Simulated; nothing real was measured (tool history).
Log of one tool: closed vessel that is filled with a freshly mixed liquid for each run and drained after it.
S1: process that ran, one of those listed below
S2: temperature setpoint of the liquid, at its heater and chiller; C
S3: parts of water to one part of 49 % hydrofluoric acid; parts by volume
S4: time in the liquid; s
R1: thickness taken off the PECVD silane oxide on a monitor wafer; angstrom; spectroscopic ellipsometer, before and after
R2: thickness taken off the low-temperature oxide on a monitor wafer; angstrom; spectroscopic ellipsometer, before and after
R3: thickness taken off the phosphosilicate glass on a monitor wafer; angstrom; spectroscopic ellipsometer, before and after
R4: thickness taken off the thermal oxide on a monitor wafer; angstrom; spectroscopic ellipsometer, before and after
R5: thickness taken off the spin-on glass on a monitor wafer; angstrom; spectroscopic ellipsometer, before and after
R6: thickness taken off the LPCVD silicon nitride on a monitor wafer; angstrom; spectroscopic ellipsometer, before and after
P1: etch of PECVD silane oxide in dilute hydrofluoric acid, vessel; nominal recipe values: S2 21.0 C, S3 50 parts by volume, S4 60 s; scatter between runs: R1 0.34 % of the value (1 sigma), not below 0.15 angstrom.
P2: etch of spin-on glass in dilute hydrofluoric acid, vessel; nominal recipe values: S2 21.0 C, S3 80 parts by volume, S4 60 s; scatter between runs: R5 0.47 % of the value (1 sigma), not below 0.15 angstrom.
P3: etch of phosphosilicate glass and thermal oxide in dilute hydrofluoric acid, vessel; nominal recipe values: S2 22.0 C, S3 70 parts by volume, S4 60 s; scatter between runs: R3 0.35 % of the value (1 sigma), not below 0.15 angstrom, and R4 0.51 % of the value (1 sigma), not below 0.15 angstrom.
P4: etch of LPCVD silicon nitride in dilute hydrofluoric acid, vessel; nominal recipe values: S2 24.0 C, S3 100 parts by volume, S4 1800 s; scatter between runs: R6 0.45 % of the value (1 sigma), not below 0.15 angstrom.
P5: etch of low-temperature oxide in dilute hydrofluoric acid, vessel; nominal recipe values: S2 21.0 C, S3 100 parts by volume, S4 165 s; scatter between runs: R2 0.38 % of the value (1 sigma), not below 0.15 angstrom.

{"run": 1, "hour": 5.0, "S1": "P1", "S2": 21.0, "S3": 50, "S4": 60, "R1": 417.37}
{"run": 2, "hour": 11.6, "S1": "P1", "S2": 21.0, "S3": 50, "S4": 60, "R1": 417.74}
{"run": 3, "hour": 16.7, "S1": "P5", "S2": 17.0, "S3": 100, "S4": 165, "R2": 404.59}
{"run": 4, "hour": 25.6, "S1": "P3", "S2": 22.0, "S3": 115, "S4": 60, "R3": 724.79, "R4": 23.523}
{"run": 5, "hour": 34.1, "S1": "P5", "S2": 21.0, "S3": 100, "S4": 85, "R2": 248.35}
{"run": 6, "hour": 40.6, "S1": "P2", "S2": 21.0, "S3": 80, "S4": 110, "R5": 521.26}
{"run": 7, "hour": 48.1, "S1": "P4", "S2": 24.0, "S3": 100, "S4": 1800, "R6": 92.12}
{"run": 8, "hour": 54.9, "S1": "P5", "S2": 21.0, "S3": 60, "S4": 165, "R2": 843.29}
{"run": 9, "hour": 60.4, "S1": "P1", "S2": 21.0, "S3": 50, "S4": 95, "R1": 660.72}
{"run": 10, "hour": 66.2, "S1": "P1", "S2": 21.0, "S3": 50, "S4": 60, "R1": 416.91}
{"run": 11, "hour": 75.2, "S1": "P1", "S2": 21.0, "S3": 85, "S4": 105, "R1": 411.95}
{"run": 12, "hour": 81.2, "S1": "P1", "S2": 21.0, "S3": 50, "S4": 60, "R1": 415.09}
{"run": 13, "hour": 90.4, "S1": "P1", "S2": 21.0, "S3": 85, "S4": 60, "R1": 234.45}
{"run": 14, "hour": 95.9, "S1": "P4", "S2": 24.0, "S3": 60, "S4": 1800, "R6": 151.42}
{"run": 15, "hour": 102.3, "S1": "P1", "S2": 25.5, "S3": 50, "S4": 95, "R1": 794.23}
{"run": 16, "hour": 108.1, "S1": "P1", "S2": 17.0, "S3": 50, "S4": 60, "R1": 352.37}
{"run": 17, "hour": 114.8, "S1": "P2", "S2": 17.0, "S3": 80, "S4": 60, "R5": 240.07}
{"run": 18, "hour": 121.2, "S1": "P3", "S2": 22.0, "S3": 70, "S4": 60, "R3": 1262.7, "R4": 40.708}
{"run": 19, "hour": 128.6, "S1": "P1", "S2": 21.0, "S3": 50, "S4": 60, "R1": 418.3}
{"run": 20, "hour": 137.5, "S1": "P1", "S2": 21.0, "S3": 50, "S4": 30, "R1": 209.83}
{"run": 21, "hour": 144.7, "S1": "P3", "S2": 17.5, "S3": 70, "S4": 60, "R3": 1040.2, "R4": 34.257}
{"run": 22, "hour": 152.8, "S1": "P4", "S2": 24.0, "S3": 100, "S4": 585, "R6": 29.585}
{"run": 23, "hour": 160.4, "S1": "P1", "S2": 21.0, "S3": 20, "S4": 60, "R1": 1084.1}
{"run": 24, "hour": 168.1, "S1": "P2", "S2": 21.0, "S3": 80, "S4": 60, "R5": 283.96}
{"run": 25, "hour": 173.2, "S1": "P5", "S2": 21.0, "S3": 100, "S4": 165, "R2": 483.87}
{"run": 26, "hour": 179.7, "S1": "P1", "S2": 27.5, "S3": 50, "S4": 60, "R1": 543.2}
{"run": 27, "hour": 187.5, "S1": "P1", "S2": 21.0, "S3": 50, "S4": 60, "R1": 417.35}
{"run": 28, "hour": 195.1, "S1": "P4", "S2": 18.5, "S3": 100, "S4": 1800, "R6": 62.61}
{"run": 29, "hour": 199.3, "S1": "P2", "S2": 21.0, "S3": 140, "S4": 60, "R5": 152.82}
{"run": 30, "hour": 204.8, "S1": "P3", "S2": 22.0, "S3": 70, "S4": 30, "R3": 636.15, "R4": 20.627}
{"run": 31, "hour": 213.0, "S1": "P1", "S2": 21.0, "S3": 20, "S4": 30, "R1": 540.6}
{"run": 32, "hour": 218.7, "S1": "P1", "S2": 21.0, "S3": 50, "S4": 60, "R1": 415.57}
{"run": 33, "hour": 226.6, "S1": "P1", "S2": 21.0, "S3": 50, "S4": 60, "R1": 434.53}
{"run": 34, "hour": 231.3, "S1": "P1", "S2": 21.0, "S3": 50, "S4": 60, "R1": 445.32}
{"run": 35, "hour": 236.8, "S1": "P1", "S2": 21.0, "S3": 50, "S4": 60, "R1": 449.46}
{"run": 36, "hour": 241.4, "S1": "P1", "S2": 21.0, "S3": 50, "S4": 60, "R1": 454.82}
{"run": 37, "hour": 247.5, "S1": "P1", "S2": 21.0, "S3": 50, "S4": 60, "R1": 456.0}
{"run": 38, "hour": 253.4, "S1": "P1", "S2": 21.0, "S3": 50, "S4": 60, "R1": 458.57}
{"run": 39, "hour": 257.8, "S1": "P1", "S2": 21.0, "S3": 50, "S4": 60, "R1": 457.99}
{"run": 40, "hour": 264.1, "S1": "P1", "S2": 21.0, "S3": 50, "S4": 60, "R1": 460.59}
{"run": 41, "hour": 271.4, "S1": "P1", "S2": 21.0, "S3": 50, "S4": 60, "R1": 461.89}

Estimate the outcome of run 42 from the log above:
{"run": 42, "hour": 276.9, "S1": "P1", "S2": 21.0, "S3": 50, "S4": 60, "R1": "?"}

R1: 462.45 angstrom
